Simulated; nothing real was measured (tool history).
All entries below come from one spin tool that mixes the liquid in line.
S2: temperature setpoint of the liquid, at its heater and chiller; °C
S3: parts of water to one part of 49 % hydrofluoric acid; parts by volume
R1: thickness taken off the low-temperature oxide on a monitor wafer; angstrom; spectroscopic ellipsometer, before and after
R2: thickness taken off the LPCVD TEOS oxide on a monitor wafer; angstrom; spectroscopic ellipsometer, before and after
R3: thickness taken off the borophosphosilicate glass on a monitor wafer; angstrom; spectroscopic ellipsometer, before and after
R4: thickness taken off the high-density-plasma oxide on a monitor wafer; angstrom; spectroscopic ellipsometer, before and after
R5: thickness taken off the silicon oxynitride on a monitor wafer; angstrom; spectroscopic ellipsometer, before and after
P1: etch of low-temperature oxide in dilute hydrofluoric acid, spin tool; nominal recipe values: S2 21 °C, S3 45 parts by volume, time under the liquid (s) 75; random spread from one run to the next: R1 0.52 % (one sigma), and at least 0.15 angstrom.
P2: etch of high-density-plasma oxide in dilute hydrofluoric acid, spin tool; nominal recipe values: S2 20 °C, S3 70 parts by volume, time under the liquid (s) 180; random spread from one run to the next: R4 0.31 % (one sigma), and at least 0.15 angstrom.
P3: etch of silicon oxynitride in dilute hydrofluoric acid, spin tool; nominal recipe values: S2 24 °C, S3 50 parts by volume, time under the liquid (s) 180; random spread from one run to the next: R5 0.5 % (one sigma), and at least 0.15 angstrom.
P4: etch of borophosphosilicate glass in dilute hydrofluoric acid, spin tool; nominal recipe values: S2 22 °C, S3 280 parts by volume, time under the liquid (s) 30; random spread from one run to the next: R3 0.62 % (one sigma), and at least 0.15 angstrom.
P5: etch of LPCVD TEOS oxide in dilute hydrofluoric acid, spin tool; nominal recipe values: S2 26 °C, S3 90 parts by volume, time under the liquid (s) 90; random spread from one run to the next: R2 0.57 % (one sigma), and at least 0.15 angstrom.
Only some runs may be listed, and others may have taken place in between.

run 1 hour=8.1 | process_that_ran=P1 S2=21 S3=45 time_under_the_liquid_(s)=75 | R1=188.55
run 2 hour=17.9 | process_that_ran=P1 S2=26 S3=45 time_under_the_liquid_(s)=75 | R1=231.4
run 3 hour=33 | process_that_ran=P1 S2=21 S3=45 time_under_the_liquid_(s)=75 | R1=189.79
run 4 hour=46 | process_that_ran=P5 S2=26 S3=20 time_under_the_liquid_(s)=90 | R2=1931.7
run 5 hour=56.5 | process_that_ran=P4 S2=22 S3=450 time_under_the_liquid_(s)=30 | R3=25.667
run 6 hour=64.9 | process_that_ran=P1 S2=21 S3=45 time_under_the_liquid_(s)=75 | R1=188.34
-- hour=74.1 hydrofluoric acid flow meter replaced
run 7 hour=80 | process_that_ran=P2 S2=20 S3=110 time_under_the_liquid_(s)=180 | R4=72.518
run 8 hour=92.3 | process_that_ran=P4 S2=22 S3=280 time_under_the_liquid_(s)=30 | R3=48.451
run 9 hour=106.5 | process_that_ran=P4 S2=30.5 S3=280 time_under_the_liquid_(s)=30 | R3=65.45
run 10 hour=120.5 | process_that_ran=P4 S2=22 S3=280 time_under_the_liquid_(s)=50 | R3=80.276
run 11 hour=132.4 | process_that_ran=P3 S2=24 S3=85 time_under_the_liquid_(s)=180 | R5=29.901
run 12 hour=141 | process_that_ran=P3 S2=29.5 S3=50 time_under_the_liquid_(s)=180 | R5=69.158
run 13 hour=155.6 | process_that_ran=P1 S2=21 S3=25 time_under_the_liquid_(s)=75 | R1=349.83
run 14 hour=164.6 | process_that_ran=P1 S2=17 S3=45 time_under_the_liquid_(s)=75 | R1=160.27
run 15 hour=178.9 | process_that_ran=P1 S2=21 S3=45 time_under_the_liquid_(s)=15 | R1=37.605
run 16 hour=189.2 | process_that_ran=P3 S2=24 S3=50 time_under_the_liquid_(s)=180 | R5=53.619
run 17 hour=200.8 | process_that_ran=P5 S2=26 S3=90 time_under_the_liquid_(s)=90 | R2=389.36
run 18 hour=208.9 | process_that_ran=P1 S2=18 S3=75 time_under_the_liquid_(s)=75 | R1=96.737
run 19 hour=220.8 | process_that_ran=P2 S2=20 S3=70 time_under_the_liquid_(s)=320 | R4=212.64
run 20 hour=230.5 | process_that_ran=P1 S2=21 S3=65 time_under_the_liquid_(s)=75 | R1=126.86
run 21 hour=242 | process_that_ran=P1 S2=21 S3=45 time_under_the_liquid_(s)=75 | R1=189.55
run 22 hour=252.1 | process_that_ran=P3 S2=24 S3=50 time_under_the_liquid_(s)=320 | R5=94.41
run 23 hour=263.1 | process_that_ran=P1 S2=21 S3=45 time_under_the_liquid_(s)=75 | R1=188.75
run 24 hour=273.4 | process_that_ran=P3 S2=24 S3=50 time_under_the_liquid_(s)=180 | R5=53.464
run 25 hour=286.5 | process_that_ran=P5 S2=18.5 S3=90 time_under_the_liquid_(s)=90 | R2=286.51
run 26 hour=298.9 | process_that_ran=P2 S2=17 S3=70 time_under_the_liquid_(s)=180 | R4=104.73
run 27 hour=307.3 | process_that_ran=P5 S2=26 S3=90 time_under_the_liquid_(s)=50 | R2=219.23

Run 28 has not been measured yet. What should we expect?
run 28 hour=322.1 | process_that_ran=P1 S2=21 S3=45 time_under_the_liquid_(s)=135 | R1=?

R1: 342.81 angstrom

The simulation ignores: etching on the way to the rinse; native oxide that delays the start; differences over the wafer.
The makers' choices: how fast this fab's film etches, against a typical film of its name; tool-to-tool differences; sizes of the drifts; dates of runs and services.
